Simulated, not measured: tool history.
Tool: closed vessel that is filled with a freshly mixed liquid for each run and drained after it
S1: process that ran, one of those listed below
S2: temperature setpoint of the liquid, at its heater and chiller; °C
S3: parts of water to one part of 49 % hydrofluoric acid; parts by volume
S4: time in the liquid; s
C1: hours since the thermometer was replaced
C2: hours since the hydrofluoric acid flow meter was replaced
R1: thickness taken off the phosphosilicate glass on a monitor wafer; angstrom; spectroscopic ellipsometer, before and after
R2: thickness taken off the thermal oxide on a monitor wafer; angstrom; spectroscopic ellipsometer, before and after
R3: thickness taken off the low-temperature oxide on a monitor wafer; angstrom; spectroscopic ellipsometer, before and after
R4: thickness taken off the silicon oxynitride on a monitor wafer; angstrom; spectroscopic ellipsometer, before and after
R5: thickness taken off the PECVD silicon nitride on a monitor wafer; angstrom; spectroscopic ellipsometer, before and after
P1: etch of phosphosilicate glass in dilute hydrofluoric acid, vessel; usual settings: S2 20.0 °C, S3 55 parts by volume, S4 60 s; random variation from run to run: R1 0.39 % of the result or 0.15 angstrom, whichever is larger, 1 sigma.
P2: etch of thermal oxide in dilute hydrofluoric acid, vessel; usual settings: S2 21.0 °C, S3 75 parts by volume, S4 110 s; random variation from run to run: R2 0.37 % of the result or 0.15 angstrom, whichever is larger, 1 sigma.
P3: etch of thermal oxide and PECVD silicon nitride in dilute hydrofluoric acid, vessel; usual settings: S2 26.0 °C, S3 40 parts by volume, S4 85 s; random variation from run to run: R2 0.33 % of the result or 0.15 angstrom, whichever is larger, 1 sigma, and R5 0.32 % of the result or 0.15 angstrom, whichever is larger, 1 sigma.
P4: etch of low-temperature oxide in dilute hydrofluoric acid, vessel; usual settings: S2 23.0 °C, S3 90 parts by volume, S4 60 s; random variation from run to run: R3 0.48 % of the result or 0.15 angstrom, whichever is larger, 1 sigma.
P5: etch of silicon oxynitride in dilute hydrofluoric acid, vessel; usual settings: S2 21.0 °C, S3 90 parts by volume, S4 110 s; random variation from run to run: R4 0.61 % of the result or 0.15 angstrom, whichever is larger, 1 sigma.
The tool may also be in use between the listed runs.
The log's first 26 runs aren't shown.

| run | hour | S1 | S2 | S3 | S4 | C1 | C2 | R1 | R2 | R3 | R4 | R5 |
|---|---|---|---|---|---|---|---|---|---|---|---|---|
| 27 | 120.1 | P1 | 20.0 | 55 | 60 | 1487.9 | 1689.0 | 1685.80 |  |  |  |  |
| 28 | 123.5 | P2 | 21.0 | 75 | 110 | 1491.3 | 1692.4 |  | 62.222 |  |  |  |
| 29 | 126.9 | P3 | 26.0 | 20 | 85 | 1494.7 | 1695.8 |  | 242.530 |  |  | 195.170 |
| 30 | 130.5 | P5 | 21.0 | 90 | 200 | 1498.3 | 1699.4 |  |  |  | 83.090 |  |
| 31 | 135.7 | P4 | 23.0 | 90 | 95 | 1503.5 | 1704.6 |  |  | 266.53 |  |  |
| 32 | 140.2 | P3 | 26.0 | 40 | 155 | 1508.0 | 1709.1 |  | 214.370 |  |  | 180.570 |
| 33 | 144.3 | P1 | 20.0 | 55 | 60 | 1512.1 | 1713.2 | 1694.70 |  |  |  |  |
| 34 | 150.4 | P1 | 20.0 | 55 | 60 | 1518.2 | 1719.3 | 1654.20 |  |  |  |  |

Forecast run 35:
| 35 | 153.4 | P1 | 20.0 | 55 | 60 | 1521.2 | 1722.3 | ? |  |  |  |  |

R1: 1632.30 angstrom

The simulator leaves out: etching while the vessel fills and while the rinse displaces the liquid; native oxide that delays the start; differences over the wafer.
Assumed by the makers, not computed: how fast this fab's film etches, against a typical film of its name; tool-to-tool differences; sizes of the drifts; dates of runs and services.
